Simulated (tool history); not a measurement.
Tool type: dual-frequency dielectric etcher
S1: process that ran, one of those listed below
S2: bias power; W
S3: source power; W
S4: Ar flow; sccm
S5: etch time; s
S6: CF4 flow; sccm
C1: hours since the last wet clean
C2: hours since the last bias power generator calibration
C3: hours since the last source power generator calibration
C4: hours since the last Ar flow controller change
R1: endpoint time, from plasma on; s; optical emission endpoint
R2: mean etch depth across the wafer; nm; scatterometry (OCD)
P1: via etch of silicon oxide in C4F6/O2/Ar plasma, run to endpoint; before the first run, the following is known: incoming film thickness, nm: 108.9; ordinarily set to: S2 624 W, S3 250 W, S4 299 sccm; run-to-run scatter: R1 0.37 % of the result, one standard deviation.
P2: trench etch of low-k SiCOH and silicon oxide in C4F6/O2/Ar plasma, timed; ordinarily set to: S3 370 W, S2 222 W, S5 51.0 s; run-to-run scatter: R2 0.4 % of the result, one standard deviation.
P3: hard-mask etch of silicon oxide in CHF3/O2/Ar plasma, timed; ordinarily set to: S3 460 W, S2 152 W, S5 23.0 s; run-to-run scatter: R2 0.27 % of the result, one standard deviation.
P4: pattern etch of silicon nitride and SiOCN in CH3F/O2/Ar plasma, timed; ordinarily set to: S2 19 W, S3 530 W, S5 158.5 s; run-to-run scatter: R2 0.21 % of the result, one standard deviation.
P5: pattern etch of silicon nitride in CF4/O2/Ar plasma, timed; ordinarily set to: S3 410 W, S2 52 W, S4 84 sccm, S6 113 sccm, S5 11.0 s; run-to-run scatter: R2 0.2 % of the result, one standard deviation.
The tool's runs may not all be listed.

run    day  S1   S2   S3   S4     S5   S6     C1     C2      C3     C4      R1       R2
  1  0.133  P1  624  250  299              476.5  453.9  1911.3  209.5  25.891
  2  0.246  P1  624  250  299              479.2  456.6  1914.0  212.2  25.925
  3  0.425  P3  152  460        23.0       483.5  460.9  1918.3  216.5           39.167
  4  0.542  P1  833  250  299              486.3  463.7  1921.1  219.3  23.068
  5  0.717  P4   19  390       158.5       490.5  467.9  1925.3  223.5           19.531
  6  0.929  P5   52  410   84   11.0  113  495.6  473.0  1930.4  228.6           18.839
  7  1.117  P4   19  530       158.5       500.1  477.5  1934.9  233.1           21.910
  8  1.221  P5   32  410   84   11.0  113  502.6  480.0  1937.4  235.6           15.908
  9  1.375  P5   52  410  114   11.0  113  506.3  483.7  1941.1  239.3           18.182
 10  1.542  P1  624  200  299              510.3  487.7  1945.1  243.3  28.126
 11  1.746  P5   52  410   84   11.0  150  515.2  492.6  1950.0  248.2           19.432
 12  1.867  P1  624  250  299              518.1  495.5  1952.9  251.1  25.886
 13  2.025  P2  283  370        51.0       521.9  499.3  1956.7  254.9          182.420
 14  2.242  P1  624  250  385              527.1  504.5  1961.9  260.1  26.498
 15  2.404  P1  624  250  229              531.0  508.4  1965.8  264.0  25.183
 16  2.608  P3  103  460        23.0       535.9  513.3  1970.7  268.9           34.543
 17  2.712  P4   19  530       112.5       538.4  515.8  1973.2  271.4           15.484
 18  2.875  P1  624  250  299              542.3  519.7  1977.1  275.3  25.773
 19  3.050  P1  624  340  299              546.5  523.9  1981.3  279.5  23.220
 20  3.142  P1  624  250  299              548.7  526.1  1983.5  281.7  25.881
 21  3.321  P2  222  370        75.0       553.0  530.4  1987.8  286.0          246.540
 22  3.504  P2  222  370        51.0       557.4  534.8  1992.2  290.4          169.480
 23  3.696  P3  152  460        13.5       562.0  539.4  1996.8  295.0           22.987
 24  3.867  P4   27  530       158.5       566.1  543.5  2000.9  299.1           25.497
 25  3.975  P5   52  410   84   11.0  113  568.7  546.1  2003.5  301.7           18.864
 26  4.196  P5   52  330   84   11.0  113  574.0  551.4  2008.8  307.0           15.641
 27  4.350  P5   52  410   84   17.0  113  577.7  555.1  2012.5  310.7           29.092
 28  4.467  P1  436  250  299              580.5  557.9  2015.3  313.5  29.810
 29  4.604  P4   19  530       158.5       583.8  561.2  2018.6  316.8           21.729
 30  4.792  P3  152  610        23.0       588.3  565.7  2023.1  321.3           43.600
 31  4.988  P1  624  250  299              593.0  570.4  2027.8  326.0  25.880
 32  5.208  P1  817  250  225              598.3  575.7  2033.1  331.3  22.486
 33  5.421  P3  152  460        23.0       603.4  580.8  2038.2  336.4           38.916
 34  5.625  P2  222  460        51.0       608.3  585.7  2043.1  341.3          182.180
 35  5.812  P1  624  250  299              612.8  590.2  2047.6  345.8  25.672

For run 36, what comes out?
 36  6.025  P1  624  250  299          617.9  595.3  2052.7  350.9   ?

R1: 26.121 s
